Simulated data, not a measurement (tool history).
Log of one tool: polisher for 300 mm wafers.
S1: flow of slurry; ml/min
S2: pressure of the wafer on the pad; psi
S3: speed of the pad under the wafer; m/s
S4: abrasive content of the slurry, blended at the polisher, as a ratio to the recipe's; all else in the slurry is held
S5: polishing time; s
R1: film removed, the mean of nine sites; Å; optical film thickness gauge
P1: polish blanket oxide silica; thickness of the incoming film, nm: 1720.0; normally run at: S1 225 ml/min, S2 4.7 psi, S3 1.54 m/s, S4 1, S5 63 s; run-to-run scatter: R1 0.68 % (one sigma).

run   hour   S1   S2    S3    S4  S5      R1
  1    8.2  225  4.7  1.54     1  63  2911.3
  2   17.3  225  4.7  1.54   1.4  63  3384.2
  3   26.8  225  4.7  1.54     1  63  2930.5
  4   35.1  225  7.2  1.54     1  63  4467.2
  5   43.7  225  4.7  1.54     1  63  2940.6
  6   55.2  225  4.7  1.54     1  63  2914.9
  7   65.1  225  4.7  1.54     1  95  4425.2
  8   75.7  225  4.7  1.54     1  63  2931.2
  9   83.7  225  4.7  1.54     1  46  2122.8
 10   92.8  225  4.7  1.54     1  63  2927.5
 11  103.1  225  2.9  1.54     1  63  1812.8
 12    114  225  4.7  2.16   0.7  63  3194.2
 13  121.2  135  4.7  1.54     1  63  2716.4
 14  129.8  300  4.7  1.54     1  63  2992.9
     133.7  -- slurry blender recalibrated
     134.2  -- head pressure recalibrated
     134.2  -- conditioning disc replaced and pad reconditioned
 15  137.3  225  4.7  0.88     1  63  1858.6
 16  145.5  225  4.7  1.54     1  63  2917.2
 17  153.1  285  4.7  1.54  1.45  63  3503.9
 18  162.4  225  4.7  2.28     1  63  3967.3
 19  170.9  225  4.7  1.54   0.8  63  2632.9
 20  180.3  225  4.7  1.54     1  63  2894.5
 21  191.2  225  4.7  1.54     1  63  2829.8
 22  200.3  225  4.7  1.54     1  63  2753.8
 23  208.8  225  4.7  1.54     1  63  2667.4
 24  217.1  225  4.7  1.54     1  63  2675.2
     223.1  -- conditioning disc replaced and pad reconditioned
 25  224.2  225  4.7  1.54     1  63  2640.3
 26  235.1  225  4.7  1.54     1  63  2572.5
 27  243.4  225  4.7  1.54     1  63  2622.4
     244.3  -- slurry nozzle cleaned
     247.7  -- head pressure recalibrated
 28  249.6  225  4.7  1.54     1  63  2602.4
 29  258.5  225  4.7  1.54     1  63  2573.1
 30  267.8  225  4.7  1.54     1  63  2581.9
 31  276.9  225  4.7  1.54     1  63  2571.3

What P1 gives has crept away from where it was. These 2 causes fit the log equally well, each at the size given:
A: abrasive missing from the slurry, % = 23.3
B: removal rate lost through wear of the pad, % = 12.1
The creep began at about hour 180.3.
Why every other cause is out:
slurry flow missing at the pad, %: serviced at hour 244.3, which brought nothing back
head's pressure below its setpoint, %: serviced at hour 247.7, which brought nothing back
time polished since the conditioner stopped cutting, s: serviced at hour 223.1, which brought nothing back

4 check runs are offered, each on 5 wafers whose results are averaged, their results left as question marks. Which one tells the causes apart?
check 1   286  225  6.3  1.54    1  63   ?
check 2   286  225  4.7  1.54  1.4  63   ?
check 3   286  225  5.8  1.54    1  63   ?
check 4   286  225  5.7  1.54    1  63   ?

What each check would give under each cause:
  check  result    if A    if B
check 1      R1    3447  3448.3
check 2      R1    3021  2956.5
check 3      R1  3173.4  3174.6
check 4      R1  3118.7  3119.8
How far apart the two closest causes lie, in the result that separates them most: check 1 0.04 %; check 2 2.16 %; check 3 0.04 %; check 4 0.04 %
Only check 2 tells the causes apart: in the others they would give nearly the same result.

Then check 2 was run and gave: R1 2967.4 Å. Which cause is it?

It is B: removal rate lost through wear of the pad, %.
